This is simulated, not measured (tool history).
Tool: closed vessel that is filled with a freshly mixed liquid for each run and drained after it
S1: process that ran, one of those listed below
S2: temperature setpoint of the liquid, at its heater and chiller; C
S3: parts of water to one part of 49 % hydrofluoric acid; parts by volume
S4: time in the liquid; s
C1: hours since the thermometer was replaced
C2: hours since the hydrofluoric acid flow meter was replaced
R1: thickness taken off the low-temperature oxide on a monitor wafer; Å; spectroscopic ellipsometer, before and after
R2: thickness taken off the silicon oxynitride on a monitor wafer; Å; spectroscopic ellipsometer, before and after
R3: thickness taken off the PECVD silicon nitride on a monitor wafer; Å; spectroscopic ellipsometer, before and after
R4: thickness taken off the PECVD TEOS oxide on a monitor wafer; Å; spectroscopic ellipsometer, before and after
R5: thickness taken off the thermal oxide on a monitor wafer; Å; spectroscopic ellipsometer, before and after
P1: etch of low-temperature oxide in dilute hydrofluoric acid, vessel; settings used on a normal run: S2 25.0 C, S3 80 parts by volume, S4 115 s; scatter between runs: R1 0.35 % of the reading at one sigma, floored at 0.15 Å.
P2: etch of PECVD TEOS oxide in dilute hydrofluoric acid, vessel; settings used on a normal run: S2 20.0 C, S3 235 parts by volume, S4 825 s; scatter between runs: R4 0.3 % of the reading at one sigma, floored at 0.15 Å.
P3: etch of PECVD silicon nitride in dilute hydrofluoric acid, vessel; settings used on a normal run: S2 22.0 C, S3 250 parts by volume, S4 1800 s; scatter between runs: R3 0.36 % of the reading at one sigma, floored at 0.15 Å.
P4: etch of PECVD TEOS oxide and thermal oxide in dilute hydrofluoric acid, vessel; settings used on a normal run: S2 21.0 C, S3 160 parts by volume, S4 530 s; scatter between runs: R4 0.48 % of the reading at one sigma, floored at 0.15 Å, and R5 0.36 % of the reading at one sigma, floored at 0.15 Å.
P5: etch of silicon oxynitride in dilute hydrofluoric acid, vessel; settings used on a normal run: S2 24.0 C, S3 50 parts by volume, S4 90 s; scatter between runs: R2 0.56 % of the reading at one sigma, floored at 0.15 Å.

run   hour  S1    S2   S3    S4     C1     C2        R1       R2      R3       R4       R5
  1    5.4  P1  25.0   80   115  386.1  375.3   355.550
  2   16.7  P5  31.5   50    90  397.4  386.6             60.396
  3   27.9  P5  24.0   50    90  408.6  397.8             41.961
  4   36.6  P5  24.0   50    30  417.3  406.5             14.347
  5   44.9  P3  22.0  440  1800  425.6  414.8                     116.00
  6   53.5  P5  24.0   20    90  434.2  423.4            107.460
  7   62.2  P2  17.0  235   825  442.9  432.1                              354.16
  8   71.6  P1  25.0   80   115  452.3  441.5   356.350
  9   83.3  P2  20.0  235   425  464.0  453.2                              205.95
 10   91.4  P2  20.0  235   825  472.1  461.3                              398.72
 11  102.1  P3  22.0  250  1800  482.8  472.0                     203.39
 12  113.5  P3  22.0  250   920  494.2  483.4                     103.85
 13  119.4  P2  20.0  100   825  500.1  489.3                             1071.00
 14  130.8  P1  25.0   20   115  511.5  500.7  1534.600
 15  140.6  P1  31.0  115   115  521.3  510.5   298.050
 16  152.5  P1  25.0   80   220  533.2  522.4   682.890
 17  161.6  P4  21.0   35   530  542.3  531.5                             1834.80  648.600
 18  172.5  P5  24.0   50    90  553.2  542.4             42.090
 19  182.1  P4  21.0  160   185  562.8  552.0                              119.80   43.022
 20  188.3  P1  25.0   80   115  569.0  558.2   354.610
 21  200.2  P4  21.0  160   530  580.9  570.1                              343.42  123.930
 22  211.1  P3  22.0  250  1800  591.8  581.0                     202.06
 23  223.0  P1  25.0   80   115  603.7  592.9   353.100
 24  229.1  P4  21.0  160   530  609.8  599.0                              345.94  123.260
 25  240.9  P1  25.0  115   190  621.6  610.8   388.150
 26  246.5  P1  30.5   80   115  627.2  616.4   438.860
 27  256.9  P1  18.0   80   115  637.6  626.8   267.340
 28  265.7  P1  25.0   80   115  646.4  635.6   357.790
 29  273.8  P3  17.0  250  1800  654.5  643.7                     146.76
 30  284.7  P1  25.0   80    30  665.4  654.6    92.772
 31  292.9  P1  25.0  130   115  673.6  662.8   205.440
 32  298.5  P4  17.0  160   530  679.2  668.4                              296.09  104.650
 33  308.3  P1  25.0   80   115  689.0  678.2   354.220
 34  314.9  P1  25.0   80   115  695.6  684.8   347.940
 35  320.8  P1  25.0   80   115  701.5  690.7   343.660
 36  331.0  P1  25.0   80   115  711.7  700.9   337.680
 37  338.5  P1  25.0   80   115  719.2  708.4   333.530
 38  350.1  P1  25.0   80   115  730.8  720.0   331.700
 39  357.4  P1  25.0   80   115  738.1  727.3   328.240
 40  365.4  P1  25.0   80   115  746.1  735.3   326.200
 41  377.2  P1  25.0   80   115  757.9  747.1   326.950
 42  389.1  P1  25.0   80   115  769.8  759.0   326.030

Run 43, settings as shown, results not yet in. Your forecast:
 43  401.0  P1  25.0  80  115  781.7  770.9   ?

{"run 43": {"R1": 325.6}}

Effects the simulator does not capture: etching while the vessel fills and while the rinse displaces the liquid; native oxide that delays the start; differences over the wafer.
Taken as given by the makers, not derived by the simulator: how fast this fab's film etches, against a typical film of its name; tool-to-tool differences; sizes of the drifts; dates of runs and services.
